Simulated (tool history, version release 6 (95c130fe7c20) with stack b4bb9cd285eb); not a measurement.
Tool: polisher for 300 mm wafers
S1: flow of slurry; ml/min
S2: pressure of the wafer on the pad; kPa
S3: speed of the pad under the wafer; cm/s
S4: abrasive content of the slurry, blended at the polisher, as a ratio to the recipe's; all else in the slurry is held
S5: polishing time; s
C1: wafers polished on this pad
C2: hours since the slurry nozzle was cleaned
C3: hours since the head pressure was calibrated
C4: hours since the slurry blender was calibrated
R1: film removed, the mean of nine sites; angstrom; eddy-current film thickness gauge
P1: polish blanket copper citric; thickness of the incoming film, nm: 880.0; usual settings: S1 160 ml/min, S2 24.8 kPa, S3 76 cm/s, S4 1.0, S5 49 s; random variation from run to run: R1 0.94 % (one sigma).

run	day	S1	S2	S3	S4	S5	C1	C2	C3	C4	R1
1	0.496	160	24.8	76	1.0	49	1052	299.4	742.5	130.7	1205.60
2	0.946	160	24.8	76	1.0	71	1240	310.2	753.3	141.5	1803.50
3	1.325	160	24.8	52	1.0	32	1398	319.3	762.4	150.6	551.42
4	1.692	160	24.8	76	0.7	49	1552	328.1	771.2	159.4	1149.80
5	1.988	160	24.8	76	1.0	49	1675	335.2	778.3	166.5	1231.90
# day 2.075: head pressure recalibrated
6	2.500	160	24.8	76	1.0	49	1889	347.5	10.3	178.8	1217.30
7	3.046	160	24.8	38	1.0	49	2117	360.6	23.4	191.9	636.68
8	3.579	220	24.8	76	1.0	49	2340	373.4	36.2	204.7	1285.30
9	3.871	160	32.4	76	1.0	49	2462	380.4	43.2	211.7	1595.80
10	4.246	160	24.8	76	1.3	49	2618	389.4	52.2	220.7	1291.10
11	4.725	160	24.8	76	1.0	49	2818	400.9	63.7	232.2	1239.50
12	5.258	215	24.8	106	1.0	49	3041	413.7	76.5	245.0	1759.20
13	5.804	160	24.8	76	1.0	22	3269	426.8	89.6	258.1	553.13
14	6.379	160	24.8	76	1.0	49	3509	440.6	103.4	271.9	1229.90
15	6.962	95	24.8	76	1.0	49	3753	454.6	117.4	285.9	1091.60
16	7.492	160	24.8	110	1.0	49	3974	467.3	130.1	298.6	1737.30
17	7.933	160	13.8	76	1.0	49	4158	477.9	140.7	309.2	685.34
18	8.317	160	24.8	76	1.0	49	4318	487.1	149.9	318.4	1237.90
19	8.633	160	24.8	76	1.0	49	4450	494.7	157.5	326.0	1230.70
20	9.096	160	24.8	76	1.0	49	4644	505.8	168.6	337.1	1225.60
21	9.379	160	24.8	76	1.0	49	4762	512.6	175.4	343.9	1191.10
22	9.846	160	24.8	76	1.0	49	4957	523.8	186.6	355.1	1164.80
23	10.258	160	24.8	76	1.0	49	5129	533.7	196.5	365.0	1137.40
24	10.829	160	24.8	76	1.0	49	5367	547.4	210.2	378.7	1139.80

Run 25 comes next. What will it give?
# day 10.929: worn pad replaced by a new one
# day 11.238: slurry blender recalibrated
25	11.408	160	24.8	76	1.0	49	200	561.3	224.1	4.1	?

Run 25 gave R1 1103.60 angstrom.
